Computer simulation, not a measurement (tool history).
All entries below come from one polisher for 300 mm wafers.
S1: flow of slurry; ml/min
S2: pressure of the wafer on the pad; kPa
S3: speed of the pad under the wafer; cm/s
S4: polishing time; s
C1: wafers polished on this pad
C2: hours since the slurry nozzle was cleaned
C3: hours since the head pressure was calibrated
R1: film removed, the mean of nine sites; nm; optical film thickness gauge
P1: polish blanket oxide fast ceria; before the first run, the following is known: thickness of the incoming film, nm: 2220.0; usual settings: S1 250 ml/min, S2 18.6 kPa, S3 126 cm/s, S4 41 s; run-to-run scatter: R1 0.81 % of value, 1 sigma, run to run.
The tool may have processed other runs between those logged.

| run | hour | S1 | S2 | S3 | S4 | C1 | C2 | C3 | R1 |
|---|---|---|---|---|---|---|---|---|---|
| 1 | 13.2 | 250 | 18.6 | 126 | 41 | 876 | 179.3 | 143.0 | 634.47 |
| 2 | 22.6 | 250 | 18.6 | 126 | 52 | 966 | 188.7 | 152.4 | 814.48 |
| 3 | 37.3 | 250 | 18.6 | 180 | 20 | 1107 | 203.4 | 167.1 | 453.98 |
| 4 | 52.3 | 250 | 18.6 | 126 | 41 | 1250 | 218.4 | 182.1 | 640.69 |
| 5 | 62.5 | 250 | 18.6 | 126 | 41 | 1348 | 228.6 | 192.3 | 636.28 |
| 6 | 73.8 | 250 | 18.6 | 182 | 41 | 1456 | 239.9 | 203.6 | 920.02 |
| 7 | 87.1 | 250 | 18.6 | 60 | 41 | 1583 | 253.2 | 216.9 | 302.92 |
| 8 | 95.5 | 360 | 18.6 | 126 | 41 | 1664 | 261.6 | 225.3 | 667.56 |
| 9 | 104.8 | 250 | 26.9 | 126 | 41 | 1753 | 270.9 | 234.6 | 916.13 |
| 10 | 116.3 | 250 | 18.6 | 126 | 41 | 1863 | 282.4 | 246.1 | 629.10 |
| 11 | 125.1 | 250 | 18.6 | 126 | 41 | 1947 | 291.2 | 254.9 | 640.07 |
| 12 | 134.6 | 250 | 11.7 | 126 | 41 | 2038 | 300.7 | 264.4 | 400.00 |
| 13 | 149.8 | 150 | 18.6 | 126 | 41 | 2184 | 315.9 | 279.6 | 605.56 |
| 14 | 159.8 | 385 | 18.6 | 126 | 53 | 2279 | 325.9 | 289.6 | 867.59 |
| 15 | 174.2 | 250 | 18.6 | 72 | 61 | 2417 | 340.3 | 304.0 | 543.73 |
| 16 | 187.2 | 250 | 18.6 | 126 | 18 | 2541 | 353.3 | 317.0 | 278.66 |
| 17 | 202.2 | 250 | 18.6 | 126 | 41 | 2685 | 368.3 | 332.0 | 636.42 |
| 18 | 213.8 | 250 | 18.6 | 126 | 41 | 2796 | 379.9 | 343.6 | 626.13 |
| 19 | 228.9 | 250 | 18.6 | 126 | 41 | 2941 | 395.0 | 358.7 | 626.37 |
| 20 | 242.3 | 250 | 18.6 | 126 | 41 | 3069 | 408.4 | 372.1 | 614.29 |
| 21 | 258.0 | 250 | 18.6 | 126 | 41 | 3219 | 424.1 | 387.8 | 611.17 |

The next listed run, before its measurement:
|  | 260.5 | worn pad replaced by a new one |
| 22 | 272.0 | 250 | 18.6 | 126 | 41 | 110 | 438.1 | 401.8 | ? |

Run 22 produced R1 618.64 nm.

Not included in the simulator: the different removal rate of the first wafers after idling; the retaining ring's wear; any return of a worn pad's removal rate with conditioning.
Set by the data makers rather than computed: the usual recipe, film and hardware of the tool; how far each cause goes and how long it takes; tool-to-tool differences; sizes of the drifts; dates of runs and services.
